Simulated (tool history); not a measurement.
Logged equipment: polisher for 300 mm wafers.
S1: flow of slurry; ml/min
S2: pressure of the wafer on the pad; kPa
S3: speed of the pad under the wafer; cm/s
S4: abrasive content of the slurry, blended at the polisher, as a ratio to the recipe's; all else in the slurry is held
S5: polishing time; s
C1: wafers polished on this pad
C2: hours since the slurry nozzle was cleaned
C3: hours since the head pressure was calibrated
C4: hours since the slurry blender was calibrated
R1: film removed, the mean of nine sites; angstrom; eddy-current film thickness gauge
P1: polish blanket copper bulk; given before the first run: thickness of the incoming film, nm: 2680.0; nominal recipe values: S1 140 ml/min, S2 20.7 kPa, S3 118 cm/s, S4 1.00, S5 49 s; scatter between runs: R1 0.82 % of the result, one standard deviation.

{"run": 1, "hour": 6.5, "S1": 140, "S2": 20.7, "S3": 118, "S4": 1.0, "S5": 49, "C1": 874, "C2": 125.4, "C3": 242.8, "C4": 368.0, "R1": 6663.7}
{"run": 2, "hour": 17.0, "S1": 140, "S2": 20.7, "S3": 118, "S4": 1.0, "S5": 73, "C1": 961, "C2": 135.9, "C3": 253.3, "C4": 378.5, "R1": 10077.0}
{"run": 3, "hour": 28.2, "S1": 140, "S2": 20.7, "S3": 118, "S4": 1.0, "S5": 49, "C1": 1053, "C2": 147.1, "C3": 264.5, "C4": 389.7, "R1": 6750.2}
{"hour": 29.0, "done": "slurry blender recalibrated"}
{"run": 4, "hour": 38.0, "S1": 140, "S2": 13.1, "S3": 118, "S4": 1.0, "S5": 49, "C1": 1134, "C2": 156.9, "C3": 274.3, "C4": 9.1, "R1": 4334.4}
{"run": 5, "hour": 47.2, "S1": 140, "S2": 11.0, "S3": 118, "S4": 0.75, "S5": 49, "C1": 1210, "C2": 166.1, "C3": 283.5, "C4": 18.3, "R1": 3386.0}
{"run": 6, "hour": 57.2, "S1": 140, "S2": 20.7, "S3": 118, "S4": 1.3, "S5": 49, "C1": 1292, "C2": 176.1, "C3": 293.5, "C4": 28.3, "R1": 7066.0}
{"run": 7, "hour": 66.2, "S1": 140, "S2": 20.7, "S3": 148, "S4": 1.0, "S5": 49, "C1": 1367, "C2": 185.1, "C3": 302.5, "C4": 37.3, "R1": 8439.7}
{"run": 8, "hour": 77.7, "S1": 195, "S2": 20.7, "S3": 118, "S4": 1.0, "S5": 49, "C1": 1461, "C2": 196.6, "C3": 314.0, "C4": 48.8, "R1": 7180.9}
{"run": 9, "hour": 87.1, "S1": 85, "S2": 20.7, "S3": 174, "S4": 1.0, "S5": 49, "C1": 1539, "C2": 206.0, "C3": 323.4, "C4": 58.2, "R1": 8799.1}
{"run": 10, "hour": 95.8, "S1": 90, "S2": 20.7, "S3": 118, "S4": 1.0, "S5": 49, "C1": 1611, "C2": 214.7, "C3": 332.1, "C4": 66.9, "R1": 6090.2}
{"run": 11, "hour": 103.7, "S1": 140, "S2": 20.7, "S3": 118, "S4": 1.0, "S5": 49, "C1": 1676, "C2": 222.6, "C3": 340.0, "C4": 74.8, "R1": 6719.0}
{"run": 12, "hour": 113.3, "S1": 140, "S2": 20.7, "S3": 56, "S4": 1.0, "S5": 49, "C1": 1755, "C2": 232.2, "C3": 349.6, "C4": 84.4, "R1": 3258.0}
{"run": 13, "hour": 119.0, "S1": 140, "S2": 20.7, "S3": 118, "S4": 1.0, "S5": 49, "C1": 1802, "C2": 237.9, "C3": 355.3, "C4": 90.1, "R1": 6781.9}
{"run": 14, "hour": 129.2, "S1": 140, "S2": 20.7, "S3": 118, "S4": 1.0, "S5": 29, "C1": 1886, "C2": 248.1, "C3": 365.5, "C4": 100.3, "R1": 4017.2}
{"run": 15, "hour": 138.9, "S1": 140, "S2": 29.6, "S3": 118, "S4": 1.0, "S5": 49, "C1": 1966, "C2": 257.8, "C3": 375.2, "C4": 110.0, "R1": 9693.7}
{"run": 16, "hour": 144.6, "S1": 140, "S2": 20.7, "S3": 118, "S4": 0.65, "S5": 49, "C1": 2013, "C2": 263.5, "C3": 380.9, "C4": 115.7, "R1": 6146.3}
{"run": 17, "hour": 150.9, "S1": 140, "S2": 20.7, "S3": 118, "S4": 1.0, "S5": 49, "C1": 2065, "C2": 269.8, "C3": 387.2, "C4": 122.0, "R1": 6735.3}
{"run": 18, "hour": 161.8, "S1": 140, "S2": 20.7, "S3": 118, "S4": 1.0, "S5": 49, "C1": 2155, "C2": 280.7, "C3": 398.1, "C4": 132.9, "R1": 6748.4}

What will run 19 give?
{"run": 19, "hour": 171.5, "S1": 140, "S2": 20.7, "S3": 118, "S4": 1.0, "S5": 49, "C1": 2235, "C2": 290.4, "C3": 407.8, "C4": 142.6, "R1": "?"}

R1: 6710.6 angstrom
